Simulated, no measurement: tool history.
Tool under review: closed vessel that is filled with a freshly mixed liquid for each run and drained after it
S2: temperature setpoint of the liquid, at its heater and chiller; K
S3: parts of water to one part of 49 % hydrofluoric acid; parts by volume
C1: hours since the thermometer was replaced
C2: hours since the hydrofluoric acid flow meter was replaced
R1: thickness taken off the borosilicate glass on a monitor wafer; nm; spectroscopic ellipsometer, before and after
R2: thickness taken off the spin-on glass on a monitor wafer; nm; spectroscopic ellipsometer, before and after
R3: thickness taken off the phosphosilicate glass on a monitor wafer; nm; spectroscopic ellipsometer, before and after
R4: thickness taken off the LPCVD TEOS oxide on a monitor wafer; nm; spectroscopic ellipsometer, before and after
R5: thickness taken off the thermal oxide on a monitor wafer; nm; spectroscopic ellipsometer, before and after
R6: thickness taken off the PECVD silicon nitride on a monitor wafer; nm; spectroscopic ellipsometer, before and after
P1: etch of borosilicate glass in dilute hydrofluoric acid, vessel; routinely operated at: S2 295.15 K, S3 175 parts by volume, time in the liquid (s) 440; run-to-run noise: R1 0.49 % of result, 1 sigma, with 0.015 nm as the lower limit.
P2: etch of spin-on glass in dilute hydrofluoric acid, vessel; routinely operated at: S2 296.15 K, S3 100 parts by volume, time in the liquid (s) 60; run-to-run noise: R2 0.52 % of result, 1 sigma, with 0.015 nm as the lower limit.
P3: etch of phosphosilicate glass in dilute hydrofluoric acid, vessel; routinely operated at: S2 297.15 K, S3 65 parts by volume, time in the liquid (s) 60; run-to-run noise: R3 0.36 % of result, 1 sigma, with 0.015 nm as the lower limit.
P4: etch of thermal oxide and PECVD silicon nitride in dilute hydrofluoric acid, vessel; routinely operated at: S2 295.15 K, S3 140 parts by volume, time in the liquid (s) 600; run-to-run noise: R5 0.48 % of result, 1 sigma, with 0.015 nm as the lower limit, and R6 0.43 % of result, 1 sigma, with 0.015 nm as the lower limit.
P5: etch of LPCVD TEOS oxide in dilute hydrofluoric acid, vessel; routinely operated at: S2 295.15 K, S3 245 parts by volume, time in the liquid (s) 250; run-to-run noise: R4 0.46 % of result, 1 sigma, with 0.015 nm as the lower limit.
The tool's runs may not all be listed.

run 1 hour=3.3 | process_that_ran=P1 S2=295.15 S3=175 time_in_the_liquid_(s)=440 | C1=1156.2 C2=348.3 | R1=37.979
run 2 hour=8.4 | process_that_ran=P2 S2=296.15 S3=175 time_in_the_liquid_(s)=60 | C1=1161.3 C2=353.4 | R2=13.388
run 3 hour=13.1 | process_that_ran=P1 S2=303.15 S3=90 time_in_the_liquid_(s)=440 | C1=1166 C2=358.1 | R1=110.49
run 4 hour=19.2 | process_that_ran=P1 S2=295.15 S3=175 time_in_the_liquid_(s)=440 | C1=1172.1 C2=364.2 | R1=37.687
run 5 hour=26.4 | process_that_ran=P3 S2=297.15 S3=65 time_in_the_liquid_(s)=60 | C1=1179.3 C2=371.4 | R3=56.875
run 6 hour=30.7 | process_that_ran=P2 S2=296.15 S3=100 time_in_the_liquid_(s)=30 | C1=1183.6 C2=375.7 | R2=12.852
run 7 hour=36.9 | process_that_ran=P3 S2=297.15 S3=65 time_in_the_liquid_(s)=30 | C1=1189.8 C2=381.9 | R3=28.284
run 8 hour=42.9 | process_that_ran=P5 S2=301.65 S3=245 time_in_the_liquid_(s)=250 | C1=1195.8 C2=387.9 | R4=45.343
run 9 hour=49.4 | process_that_ran=P1 S2=295.15 S3=175 time_in_the_liquid_(s)=440 | C1=1202.3 C2=394.4 | R1=37.782
run 10 hour=54.6 | process_that_ran=P1 S2=295.15 S3=175 time_in_the_liquid_(s)=440 | C1=1207.5 C2=399.6 | R1=37.763
run 11 hour=60.7 | process_that_ran=P5 S2=295.15 S3=45 time_in_the_liquid_(s)=250 | C1=1213.6 C2=405.7 | R4=242.83
run 12 hour=66.2 | process_that_ran=P4 S2=290.15 S3=140 time_in_the_liquid_(s)=600 | C1=1219.1 C2=411.2 | R5=14.646 R6=10.424
run 13 hour=70 | process_that_ran=P1 S2=295.15 S3=175 time_in_the_liquid_(s)=725 | C1=1222.9 C2=415 | R1=62.133
run 14 hour=75.7 | process_that_ran=P4 S2=295.15 S3=140 time_in_the_liquid_(s)=600 | C1=1228.6 C2=420.7 | R5=17.734 R6=14.583
run 15 hour=82.7 | process_that_ran=P2 S2=303.15 S3=100 time_in_the_liquid_(s)=60 | C1=1235.6 C2=427.7 | R2=33.888
run 16 hour=88.7 | process_that_ran=P5 S2=295.15 S3=245 time_in_the_liquid_(s)=250 | C1=1241.6 C2=433.7 | R4=35.946
run 17 hour=93.3 | process_that_ran=P1 S2=295.15 S3=175 time_in_the_liquid_(s)=170 | C1=1246.2 C2=438.3 | R1=14.538
run 18 hour=99.8 | process_that_ran=P3 S2=297.15 S3=65 time_in_the_liquid_(s)=60 | C1=1252.7 C2=444.8 | R3=56.639
run 19 hour=105.8 | process_that_ran=P5 S2=295.15 S3=245 time_in_the_liquid_(s)=410 | C1=1258.7 C2=450.8 | R4=58.806
run 20 hour=111.6 | process_that_ran=P1 S2=295.15 S3=55 time_in_the_liquid_(s)=440 | C1=1264.5 C2=456.6 | R1=137.68
run 21 hour=117.5 | process_that_ran=P4 S2=295.15 S3=80 time_in_the_liquid_(s)=600 | C1=1270.4 C2=462.5 | R5=33.658 R6=25.287
run 22 hour=124.3 | process_that_ran=P4 S2=295.15 S3=140 time_in_the_liquid_(s)=600 | C1=1277.2 C2=469.3 | R5=17.996 R6=14.5
run 23 hour=130.9 | process_that_ran=P3 S2=302.15 S3=65 time_in_the_liquid_(s)=60 | C1=1283.8 C2=475.9 | R3=69.29
run 24 hour=136.4 | process_that_ran=P1 S2=295.15 S3=175 time_in_the_liquid_(s)=440 | C1=1289.3 C2=481.4 | R1=38.041
run 25 hour=141.7 | process_that_ran=P1 S2=295.15 S3=175 time_in_the_liquid_(s)=440 | C1=1294.6 C2=486.7 | R1=37.755
run 26 hour=145.2 | process_that_ran=P1 S2=295.15 S3=295 time_in_the_liquid_(s)=440 | C1=1298.1 C2=490.2 | R1=20.008
-- hour=145.9 hydrofluoric acid flow meter replaced
run 27 hour=151.4 | process_that_ran=P4 S2=295.15 S3=140 time_in_the_liquid_(s)=40 | C1=1304.3 C2=5.5 | R5=1.2117 R6=0.97762
run 28 hour=157.4 | process_that_ran=P3 S2=297.15 S3=85 time_in_the_liquid_(s)=60 | C1=1310.3 C2=11.5 | R3=42.304
run 29 hour=161.9 | process_that_ran=P1 S2=290.15 S3=175 time_in_the_liquid_(s)=440 | C1=1314.8 C2=16 | R1=31.301
run 30 hour=165.6 | process_that_ran=P5 S2=295.15 S3=245 time_in_the_liquid_(s)=250 | C1=1318.5 C2=19.7 | R4=35.953
run 31 hour=170.6 | process_that_ran=P1 S2=295.15 S3=175 time_in_the_liquid_(s)=440 | C1=1323.5 C2=24.7 | R1=37.757
run 32 hour=175.7 | process_that_ran=P1 S2=301.65 S3=175 time_in_the_liquid_(s)=440 | C1=1328.6 C2=29.8 | R1=48.475
run 33 hour=182.4 | process_that_ran=P2 S2=296.15 S3=100 time_in_the_liquid_(s)=60 | C1=1335.3 C2=36.5 | R2=25.686
run 34 hour=186.5 | process_that_ran=P1 S2=295.15 S3=175 time_in_the_liquid_(s)=440 | C1=1339.4 C2=40.6 | R1=37.978
run 35 hour=192.4 | process_that_ran=P1 S2=295.15 S3=175 time_in_the_liquid_(s)=440 | C1=1345.3 C2=46.5 | R1=38.822
run 36 hour=199.5 | process_that_ran=P1 S2=295.15 S3=175 time_in_the_liquid_(s)=440 | C1=1352.4 C2=53.6 | R1=39.956
run 37 hour=205.4 | process_that_ran=P1 S2=295.15 S3=175 time_in_the_liquid_(s)=440 | C1=1358.3 C2=59.5 | R1=40.187
run 38 hour=211.7 | process_that_ran=P1 S2=295.15 S3=175 time_in_the_liquid_(s)=440 | C1=1364.6 C2=65.8 | R1=40.162
run 39 hour=216.8 | process_that_ran=P1 S2=295.15 S3=175 time_in_the_liquid_(s)=440 | C1=1369.7 C2=70.9 | R1=40.323
run 40 hour=221.9 | process_that_ran=P1 S2=295.15 S3=175 time_in_the_liquid_(s)=440 | C1=1374.8 C2=76 | R1=40.988
run 41 hour=226.8 | process_that_ran=P1 S2=295.15 S3=175 time_in_the_liquid_(s)=440 | C1=1379.7 C2=80.9 | R1=40.652
run 42 hour=233.1 | process_that_ran=P1 S2=295.15 S3=175 time_in_the_liquid_(s)=440 | C1=1386 C2=87.2 | R1=40.861
run 43 hour=237.5 | process_that_ran=P1 S2=295.15 S3=175 time_in_the_liquid_(s)=440 | C1=1390.4 C2=91.6 | R1=40.724
run 44 hour=241.7 | process_that_ran=P1 S2=295.15 S3=175 time_in_the_liquid_(s)=440 | C1=1394.6 C2=95.8 | R1=40.708

Something has made what P1 gives creep away from where it was; the 2 causes below, each at its own stated size, fit the log equally well:
A: liquid hotter than its thermometer reads (K) = 2.08
B: hydrofluoric acid flow above the setpoint (%) = 6.89
Creep in the process output first set in at about hour 186.5.

4 check runs are offered, one wafer each, their results left as question marks. Which one tells the causes apart?
run check 1 hour=245.9 | process_that_ran=P2 S2=296.15 S3=175 time_in_the_liquid_(s)=40 | R2=?
run check 2 hour=245.9 | process_that_ran=P3 S2=301.65 S3=65 time_in_the_liquid_(s)=30 | R3=?
run check 3 hour=245.9 | process_that_ran=P5 S2=299.15 S3=65 time_in_the_liquid_(s)=250 | R4=?
run check 4 hour=245.9 | process_that_ran=P4 S2=295.15 S3=140 time_in_the_liquid_(s)=70 | R5=? R6=?

Expected result of each check under each candidate cause:
check=check_1 result=R2 if_A=9.7173 if_B=9.7249
check=check_2 result=R3 if_A=36.78 if_B=36.485
check=check_3 result=R4 if_A=210.77 if_B=208.65
check=check_4 result=R5 if_A=2.2638 if_B=2.2543
check=check_4 result=R6 if_A=1.9501 if_B=1.8174
How far apart the two closest causes lie, in the result that separates them most: check 1 0.08 %; check 2 0.81 %; check 3 1.01 %; check 4 7.05 %
The other checks would show nearly matching results whichever cause is true, so check 4 is the only one that separates the causes.

Check 4 has now been run. It gave: R5 2.2489 nm; R6 1.8043 nm. Which of the candidate causes is it?

B is the cause: hydrofluoric acid flow above the setpoint (%).
